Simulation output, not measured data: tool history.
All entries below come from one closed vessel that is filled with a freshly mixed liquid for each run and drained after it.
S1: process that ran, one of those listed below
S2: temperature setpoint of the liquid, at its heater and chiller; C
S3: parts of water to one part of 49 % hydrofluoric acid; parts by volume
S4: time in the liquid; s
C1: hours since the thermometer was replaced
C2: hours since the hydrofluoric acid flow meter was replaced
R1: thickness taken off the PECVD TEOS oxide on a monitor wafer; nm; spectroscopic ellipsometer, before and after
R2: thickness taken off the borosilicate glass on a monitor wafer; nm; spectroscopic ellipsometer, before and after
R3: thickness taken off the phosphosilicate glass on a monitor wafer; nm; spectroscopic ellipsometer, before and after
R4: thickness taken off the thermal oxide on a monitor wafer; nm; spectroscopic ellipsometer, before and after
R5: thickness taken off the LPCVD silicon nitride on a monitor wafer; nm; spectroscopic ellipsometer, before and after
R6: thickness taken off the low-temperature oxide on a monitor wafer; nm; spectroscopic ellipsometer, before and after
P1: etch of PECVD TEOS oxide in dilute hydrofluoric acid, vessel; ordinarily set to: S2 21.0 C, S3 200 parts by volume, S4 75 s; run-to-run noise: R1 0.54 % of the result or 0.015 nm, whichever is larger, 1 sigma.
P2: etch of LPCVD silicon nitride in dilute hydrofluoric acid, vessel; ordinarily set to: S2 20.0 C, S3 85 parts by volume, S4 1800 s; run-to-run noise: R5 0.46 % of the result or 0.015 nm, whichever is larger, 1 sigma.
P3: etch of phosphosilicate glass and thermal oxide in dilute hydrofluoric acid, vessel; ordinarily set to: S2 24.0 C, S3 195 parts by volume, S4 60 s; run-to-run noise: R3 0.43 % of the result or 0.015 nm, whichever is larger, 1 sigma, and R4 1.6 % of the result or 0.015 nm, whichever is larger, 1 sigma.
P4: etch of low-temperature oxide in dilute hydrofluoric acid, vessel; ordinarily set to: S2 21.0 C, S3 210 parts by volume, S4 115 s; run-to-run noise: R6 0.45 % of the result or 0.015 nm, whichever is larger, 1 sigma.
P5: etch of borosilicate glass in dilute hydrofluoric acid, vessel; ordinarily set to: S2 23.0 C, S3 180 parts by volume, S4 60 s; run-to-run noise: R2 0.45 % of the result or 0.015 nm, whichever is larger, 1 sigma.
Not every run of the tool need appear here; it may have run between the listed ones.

run 1 hour=7.3 | S1=P1 S2=21.0 S3=200 S4=75 | C1=573.7 C2=196.7 | R1=7.4576
run 2 hour=13.1 | S1=P5 S2=23.0 S3=180 S4=30 | C1=579.5 C2=202.5 | R2=4.2478
run 3 hour=18.1 | S1=P1 S2=28.5 S3=295 S4=75 | C1=584.5 C2=207.5 | R1=5.9346
run 4 hour=26.3 | S1=P3 S2=17.0 S3=195 S4=60 | C1=592.7 C2=215.7 | R3=17.513 R4=0.97649
run 5 hour=31.7 | S1=P2 S2=28.0 S3=85 S4=1800 | C1=598.1 C2=221.1 | R5=14.0680
run 6 hour=41.8 | S1=P2 S2=20.0 S3=140 S4=1800 | C1=608.2 C2=231.2 | R5=5.1182
run 7 hour=47.4 | S1=P1 S2=21.0 S3=200 S4=75 | C1=613.8 C2=236.8 | R1=7.3690
run 8 hour=54.4 | S1=P1 S2=17.0 S3=200 S4=75 | C1=620.8 C2=243.8 | R1=6.3746
run 9 hour=59.5 | S1=P5 S2=23.0 S3=180 S4=60 | C1=625.9 C2=248.9 | R2=8.4779
run 10 hour=69.5 | S1=P1 S2=21.0 S3=200 S4=130 | C1=635.9 C2=258.9 | R1=12.9100
run 11 hour=75.6 | S1=P1 S2=21.0 S3=55 S4=75 | C1=642.0 C2=265.0 | R1=31.9050
run 12 hour=80.6 | S1=P2 S2=20.0 S3=85 S4=1800 | C1=647.0 C2=270.0 | R5=8.2809
run 13 hour=89.2 | S1=P4 S2=21.0 S3=210 S4=115 | C1=655.6 C2=278.6 | R6=4.6194
run 14 hour=99.5 | S1=P5 S2=23.0 S3=50 S4=60 | C1=665.9 C2=288.9 | R2=35.5060
run 15 hour=105.0 | S1=P1 S2=21.0 S3=355 S4=75 | C1=671.4 C2=294.4 | R1=3.6039
run 16 hour=109.9 | S1=P1 S2=21.0 S3=200 S4=75 | C1=676.3 C2=299.3 | R1=7.4817
run 17 hour=118.4 | S1=P3 S2=24.0 S3=195 S4=60 | C1=684.8 C2=307.8 | R3=22.862 R4=1.30870
run 18 hour=126.5 | S1=P3 S2=24.0 S3=195 S4=95 | C1=692.9 C2=315.9 | R3=36.477 R4=2.01020
run 19 hour=136.6 | S1=P5 S2=23.0 S3=180 S4=60 | C1=703.0 C2=326.0 | R2=8.4613
run 20 hour=143.7 | S1=P3 S2=24.0 S3=310 S4=60 | C1=710.1 C2=333.1 | R3=12.827 R4=0.74608
run 21 hour=151.7 | S1=P4 S2=21.0 S3=210 S4=225 | C1=718.1 C2=341.1 | R6=8.8818
run 22 hour=156.8 | S1=P4 S2=21.0 S3=365 S4=115 | C1=723.2 C2=346.2 | R6=2.2883
run 23 hour=164.4 | S1=P1 S2=21.0 S3=200 S4=75 | C1=730.8 C2=353.8 | R1=7.4562

Run 24, settings as shown, results not yet in. Your forecast:
run 24 hour=173.0 | S1=P4 S2=21.0 S3=210 S4=115 | C1=739.4 C2=362.4 | R6=?

Run 24 produced R6 4.5638 nm.

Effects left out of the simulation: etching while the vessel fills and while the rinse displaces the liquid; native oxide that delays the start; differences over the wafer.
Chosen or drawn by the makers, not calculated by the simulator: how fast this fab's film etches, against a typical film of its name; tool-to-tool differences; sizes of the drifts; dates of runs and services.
